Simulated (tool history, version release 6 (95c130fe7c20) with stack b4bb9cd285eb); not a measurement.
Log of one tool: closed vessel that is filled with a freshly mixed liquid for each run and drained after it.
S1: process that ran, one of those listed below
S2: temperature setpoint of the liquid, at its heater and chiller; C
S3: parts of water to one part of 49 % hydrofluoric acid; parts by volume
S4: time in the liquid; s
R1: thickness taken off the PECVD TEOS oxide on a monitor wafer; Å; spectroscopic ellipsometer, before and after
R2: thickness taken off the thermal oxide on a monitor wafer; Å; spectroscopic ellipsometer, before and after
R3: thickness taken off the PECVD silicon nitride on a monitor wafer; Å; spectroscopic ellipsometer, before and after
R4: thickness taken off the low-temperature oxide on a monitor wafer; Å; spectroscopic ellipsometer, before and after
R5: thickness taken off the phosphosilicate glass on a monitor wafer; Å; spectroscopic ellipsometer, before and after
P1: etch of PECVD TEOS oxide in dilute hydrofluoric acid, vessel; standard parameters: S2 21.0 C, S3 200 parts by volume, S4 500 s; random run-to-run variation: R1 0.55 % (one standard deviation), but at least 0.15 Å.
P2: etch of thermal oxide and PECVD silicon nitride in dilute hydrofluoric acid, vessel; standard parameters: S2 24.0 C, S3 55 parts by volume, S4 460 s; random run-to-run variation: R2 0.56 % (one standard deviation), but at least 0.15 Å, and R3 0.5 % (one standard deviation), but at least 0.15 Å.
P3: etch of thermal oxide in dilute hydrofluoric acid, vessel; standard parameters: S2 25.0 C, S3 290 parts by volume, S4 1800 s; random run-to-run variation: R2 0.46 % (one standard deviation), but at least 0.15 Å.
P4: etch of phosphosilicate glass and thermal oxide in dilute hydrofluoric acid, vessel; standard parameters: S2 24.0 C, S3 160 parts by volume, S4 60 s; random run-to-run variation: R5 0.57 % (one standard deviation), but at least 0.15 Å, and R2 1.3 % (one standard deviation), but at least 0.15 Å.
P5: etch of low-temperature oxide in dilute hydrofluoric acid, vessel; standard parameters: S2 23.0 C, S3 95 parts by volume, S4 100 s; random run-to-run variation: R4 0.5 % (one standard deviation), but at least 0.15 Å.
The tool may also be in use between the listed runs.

run 1 hour=5.6 | S1=P1 S2=21.0 S3=200 S4=500 | R1=169.920
run 2 hour=10.3 | S1=P1 S2=21.0 S3=350 S4=500 | R1=84.116
run 3 hour=14.8 | S1=P2 S2=19.0 S3=55 S4=460 | R2=342.9600 R3=338.82
run 4 hour=21.2 | S1=P3 S2=25.0 S3=290 S4=320 | R2=41.6410
run 5 hour=25.0 | S1=P1 S2=21.0 S3=200 S4=720 | R1=245.420
run 6 hour=28.3 | S1=P5 S2=23.0 S3=95 S4=100 | R4=367.77
run 7 hour=32.5 | S1=P1 S2=21.0 S3=200 S4=500 | R1=168.210
run 8 hour=37.0 | S1=P4 S2=29.5 S3=160 S4=60 | R2=20.0310 R5=571.19
run 9 hour=43.3 | S1=P5 S2=30.5 S3=95 S4=100 | R4=493.90
run 10 hour=48.6 | S1=P5 S2=23.0 S3=175 S4=100 | R4=184.26
run 11 hour=51.6 | S1=P4 S2=24.0 S3=160 S4=60 | R2=16.9320 R5=471.78
run 12 hour=56.6 | S1=P4 S2=24.0 S3=160 S4=60 | R2=16.3810 R5=468.22
run 13 hour=62.0 | S1=P1 S2=21.0 S3=200 S4=240 | R1=82.266
run 14 hour=65.9 | S1=P4 S2=24.0 S3=290 S4=60 | R2=7.5854 R5=226.71
run 15 hour=69.8 | S1=P1 S2=26.5 S3=200 S4=895 | R1=375.660
run 16 hour=75.0 | S1=P3 S2=18.5 S3=290 S4=1800 | R2=186.0500
run 17 hour=78.4 | S1=P2 S2=24.0 S3=55 S4=460 | R2=421.8200 R3=478.11
run 18 hour=81.7 | S1=P1 S2=27.5 S3=200 S4=500 | R1=217.120
run 19 hour=85.6 | S1=P3 S2=25.0 S3=290 S4=1800 | R2=233.8500
run 20 hour=91.6 | S1=P2 S2=24.0 S3=30 S4=460 | R2=807.1700 R3=863.67
run 21 hour=96.1 | S1=P1 S2=21.0 S3=200 S4=500 | R1=169.550
run 22 hour=102.0 | S1=P1 S2=21.0 S3=200 S4=500 | R1=169.980
run 23 hour=105.6 | S1=P1 S2=21.0 S3=125 S4=500 | R1=294.780
run 24 hour=109.7 | S1=P1 S2=17.0 S3=200 S4=500 | R1=144.060
run 25 hour=114.2 | S1=P1 S2=21.0 S3=200 S4=500 | R1=169.840
run 26 hour=118.6 | S1=P4 S2=24.0 S3=160 S4=105 | R2=28.5030 R5=825.45
run 27 hour=124.9 | S1=P5 S2=23.0 S3=95 S4=35 | R4=130.02
run 28 hour=129.1 | S1=P3 S2=25.0 S3=290 S4=1800 | R2=233.4500
run 29 hour=132.1 | S1=P3 S2=25.0 S3=435 S4=1800 | R2=137.0000
run 30 hour=138.4 | S1=P2 S2=24.0 S3=55 S4=810 | R2=750.8600 R3=849.28
run 31 hour=144.0 | S1=P1 S2=21.0 S3=200 S4=500 | R1=168.350
run 32 hour=146.7 | S1=P1 S2=21.0 S3=200 S4=500 | R1=173.280
run 33 hour=152.6 | S1=P1 S2=21.0 S3=200 S4=500 | R1=175.720
run 34 hour=157.6 | S1=P1 S2=21.0 S3=200 S4=500 | R1=176.690
run 35 hour=162.3 | S1=P1 S2=21.0 S3=200 S4=500 | R1=178.160
run 36 hour=165.8 | S1=P1 S2=21.0 S3=200 S4=500 | R1=180.090
run 37 hour=171.6 | S1=P1 S2=21.0 S3=200 S4=500 | R1=178.520
run 38 hour=177.5 | S1=P1 S2=21.0 S3=200 S4=500 | R1=180.410
run 39 hour=181.6 | S1=P1 S2=21.0 S3=200 S4=500 | R1=180.310
run 40 hour=184.3 | S1=P1 S2=21.0 S3=200 S4=500 | R1=180.950

What P1 gives has crept off from where it sat before. The 2 causes that follow fit the log equally well, each at the size noted:
A: hydrofluoric acid flow above the setpoint (%) = 5.07
B: liquid hotter than its thermometer reads (K) = 1.57
The onset of the drift is placed at about hour 144.0.

4 check runs are offered, one wafer each, their results left as question marks. Which one tells the causes apart?
run check 1 hour=187.0 | S1=P3 S2=25.0 S3=290 S4=1800 | R2=?
run check 2 hour=187.0 | S1=P5 S2=23.0 S3=95 S4=100 | R4=?
run check 3 hour=187.0 | S1=P2 S2=24.0 S3=55 S4=460 | R2=? R3=?
run check 4 hour=187.0 | S1=P4 S2=24.0 S3=160 S4=60 | R2=? R5=?

If the cause were each of the candidates in turn, the checks would give the following:
check=check_1 result=R2 if_A=249.5500 if_B=247.0800
check=check_2 result=R4 if_A=389.69 if_B=392.66
check=check_3 result=R2 if_A=446.5500 if_B=451.5200
check=check_3 result=R3 if_A=503.25 if_B=532.56
check=check_4 result=R2 if_A=17.4710 if_B=17.4870
check=check_4 result=R5 if_A=496.33 if_B=496.78
Minimum pairwise separation of causes per check, each pair taken at its best-separating result: check 1 0.99 %; check 2 0.76 %; check 3 5.66 %; check 4 0.09 %
Check 3 is the one run that separates the causes; every other check would come out nearly the same whichever cause is at work.

Check 3 was then run and gave: R2 450.3300 Å; R3 498.65 Å. Which cause is it?

It was cause A: hydrofluoric acid flow above the setpoint (%).
